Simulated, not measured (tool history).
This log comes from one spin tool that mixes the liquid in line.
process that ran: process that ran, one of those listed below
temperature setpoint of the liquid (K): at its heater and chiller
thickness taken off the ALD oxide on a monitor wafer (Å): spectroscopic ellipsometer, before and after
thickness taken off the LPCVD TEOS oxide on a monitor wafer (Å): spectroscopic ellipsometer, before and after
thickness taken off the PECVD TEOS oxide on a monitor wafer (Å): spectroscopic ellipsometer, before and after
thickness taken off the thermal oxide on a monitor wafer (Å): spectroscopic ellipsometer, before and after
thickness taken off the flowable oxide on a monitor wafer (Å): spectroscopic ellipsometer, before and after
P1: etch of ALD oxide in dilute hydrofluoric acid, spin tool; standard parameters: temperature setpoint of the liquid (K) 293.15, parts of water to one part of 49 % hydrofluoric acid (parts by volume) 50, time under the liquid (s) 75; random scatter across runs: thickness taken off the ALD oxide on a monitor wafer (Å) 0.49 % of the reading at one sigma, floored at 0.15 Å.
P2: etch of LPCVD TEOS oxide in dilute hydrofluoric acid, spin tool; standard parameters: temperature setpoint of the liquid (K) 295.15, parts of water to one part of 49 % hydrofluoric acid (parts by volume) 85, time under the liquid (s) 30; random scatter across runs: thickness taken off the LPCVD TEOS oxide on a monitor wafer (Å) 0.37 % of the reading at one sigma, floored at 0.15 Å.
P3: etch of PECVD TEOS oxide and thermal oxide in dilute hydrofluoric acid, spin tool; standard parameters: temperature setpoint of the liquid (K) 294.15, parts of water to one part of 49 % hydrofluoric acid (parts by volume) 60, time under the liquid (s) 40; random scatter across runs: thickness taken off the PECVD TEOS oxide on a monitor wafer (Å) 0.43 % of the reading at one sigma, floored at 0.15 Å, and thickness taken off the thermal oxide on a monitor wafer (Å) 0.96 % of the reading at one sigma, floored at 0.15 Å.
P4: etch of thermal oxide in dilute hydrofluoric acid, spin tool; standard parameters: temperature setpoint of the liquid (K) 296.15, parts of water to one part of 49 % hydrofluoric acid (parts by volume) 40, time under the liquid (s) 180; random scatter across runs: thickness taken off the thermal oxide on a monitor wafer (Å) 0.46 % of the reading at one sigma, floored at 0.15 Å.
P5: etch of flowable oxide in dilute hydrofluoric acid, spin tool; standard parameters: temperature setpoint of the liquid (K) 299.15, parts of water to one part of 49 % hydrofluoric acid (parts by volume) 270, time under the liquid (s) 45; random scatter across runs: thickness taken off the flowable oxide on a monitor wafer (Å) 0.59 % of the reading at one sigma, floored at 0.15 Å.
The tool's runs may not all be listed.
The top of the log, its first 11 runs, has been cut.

run	hour	process that ran	temperature setpoint of the liquid (K)	parts of water to one part of 49 % hydrofluoric acid (parts by volume)	time under the liquid (s)	hours since the thermometer was replaced	hours since the hydrofluoric acid flow meter was replaced	thickness taken off the ALD oxide on a monitor wafer (Å)	thickness taken off the LPCVD TEOS oxide on a monitor wafer (Å)	thickness taken off the PECVD TEOS oxide on a monitor wafer (Å)	thickness taken off the thermal oxide on a monitor wafer (Å)	thickness taken off the flowable oxide on a monitor wafer (Å)
12	145.4	P5	299.15	270	45	1123.5	94.8					55.208
13	157.8	P4	296.15	40	180	1135.9	107.2				211.430	
14	172.1	P5	299.15	270	75	1150.2	121.5					92.281
15	183.7	P1	293.15	50	75	1161.8	133.1	136.900				
16	194.5	P2	295.15	85	15	1172.6	143.9		41.565			
17	203.7	P5	294.15	270	45	1181.8	153.1					46.315
18	214.4	P1	297.65	20	75	1192.5	163.8	433.590				
19	227.7	P5	299.15	475	45	1205.8	177.1					26.032
20	237.0	P3	294.15	25	40	1215.1	186.4			293.25	71.433	
21	249.5	P1	293.15	50	75	1227.6	198.9	137.940				
22	265.2	P4	301.65	40	180	1243.3	214.6				264.490	
23	280.8	P1	293.15	20	75	1258.9	230.2	355.490				
24	291.7	P1	293.15	50	75	1269.8	241.1	137.590				
25	303.8	P3	294.15	60	60	1281.9	253.2			175.29	43.257	
26	313.7	P3	294.15	60	40	1291.8	263.1			116.86	28.139	
27	324.0	P1	293.15	50	75	1302.1	273.4	138.920				
28	334.6	P1	293.15	75	75	1312.7	284.0	89.809				

What does the tool deliver on the next run?
29	346.7	P2	295.15	35	30	1324.8	296.1		?			

thickness taken off the LPCVD TEOS oxide on a monitor wafer (Å): 215.350
